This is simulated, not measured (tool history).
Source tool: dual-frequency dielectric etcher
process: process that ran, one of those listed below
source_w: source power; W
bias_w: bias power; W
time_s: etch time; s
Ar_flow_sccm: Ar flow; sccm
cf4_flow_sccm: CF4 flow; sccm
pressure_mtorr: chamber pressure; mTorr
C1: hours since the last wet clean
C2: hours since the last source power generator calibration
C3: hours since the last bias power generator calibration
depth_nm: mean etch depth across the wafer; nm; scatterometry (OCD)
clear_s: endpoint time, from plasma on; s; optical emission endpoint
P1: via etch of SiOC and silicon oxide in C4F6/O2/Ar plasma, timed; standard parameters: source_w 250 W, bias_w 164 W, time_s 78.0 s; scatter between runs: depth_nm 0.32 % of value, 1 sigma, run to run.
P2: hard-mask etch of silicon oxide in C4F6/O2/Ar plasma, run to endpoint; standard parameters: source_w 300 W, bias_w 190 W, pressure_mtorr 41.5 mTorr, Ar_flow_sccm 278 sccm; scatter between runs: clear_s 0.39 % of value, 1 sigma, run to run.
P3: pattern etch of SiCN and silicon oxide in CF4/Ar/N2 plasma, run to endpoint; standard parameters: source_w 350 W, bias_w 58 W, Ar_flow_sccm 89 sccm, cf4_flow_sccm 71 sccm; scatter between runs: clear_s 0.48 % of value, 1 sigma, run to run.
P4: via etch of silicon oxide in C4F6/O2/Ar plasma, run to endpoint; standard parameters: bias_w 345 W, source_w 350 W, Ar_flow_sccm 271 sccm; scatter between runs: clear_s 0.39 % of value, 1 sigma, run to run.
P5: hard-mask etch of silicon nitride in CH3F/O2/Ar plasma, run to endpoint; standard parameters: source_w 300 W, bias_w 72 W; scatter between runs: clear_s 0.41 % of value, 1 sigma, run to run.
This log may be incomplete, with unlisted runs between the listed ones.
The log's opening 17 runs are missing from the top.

Run 18, day 8.512: process P5, source_w 300 W, bias_w 72 W; C1 482.3; C2 785.8; C3 2271.6. Result: clear_s 78.963 s.
Run 19, day 9.079: process P1, source_w 250 W, bias_w 164 W, time_s 96.0 s; C1 495.9; C2 799.4; C3 2285.2. Result: depth_nm 86.524 nm.
Run 20, day 9.412: process P3, source_w 350 W, bias_w 37 W, Ar_flow_sccm 89 sccm, cf4_flow_sccm 71 sccm; C1 503.9; C2 807.4; C3 2293.2. Result: clear_s 25.341 s.
Run 21, day 9.712: process P2, source_w 300 W, bias_w 190 W, Ar_flow_sccm 278 sccm, pressure_mtorr 41.5 mTorr; C1 511.1; C2 814.6; C3 2300.4. Result: clear_s 56.119 s.
Run 22, day 9.988: process P3, source_w 350 W, bias_w 58 W, Ar_flow_sccm 89 sccm, cf4_flow_sccm 71 sccm; C1 517.7; C2 821.2; C3 2307.0. Result: clear_s 22.054 s.
Run 23, day 10.512: process P1, source_w 250 W, bias_w 164 W, time_s 49.5 s; C1 530.3; C2 833.8; C3 2319.6. Result: depth_nm 44.696 nm.
Run 24, day 11.121: process P1, source_w 320 W, bias_w 164 W, time_s 53.0 s; C1 544.9; C2 848.4; C3 2334.2. Result: depth_nm 52.565 nm.
Run 25, day 11.588: process P1, source_w 310 W, bias_w 164 W, time_s 78.0 s; C1 556.1; C2 859.6; C3 2345.4. Result: depth_nm 76.496 nm.
Run 26, day 12.017: process P1, source_w 250 W, bias_w 164 W, time_s 78.0 s; C1 566.4; C2 869.9; C3 2355.7. Result: depth_nm 70.296 nm.

Run 27, settings as shown, results not yet in. Your forecast:
Run 27, day 12.604: process P4, source_w 350 W, bias_w 228 W, Ar_flow_sccm 271 sccm; C1 580.5; C2 884.0; C3 2369.8. Result: clear_s ?.

clear_s: 47.515 s

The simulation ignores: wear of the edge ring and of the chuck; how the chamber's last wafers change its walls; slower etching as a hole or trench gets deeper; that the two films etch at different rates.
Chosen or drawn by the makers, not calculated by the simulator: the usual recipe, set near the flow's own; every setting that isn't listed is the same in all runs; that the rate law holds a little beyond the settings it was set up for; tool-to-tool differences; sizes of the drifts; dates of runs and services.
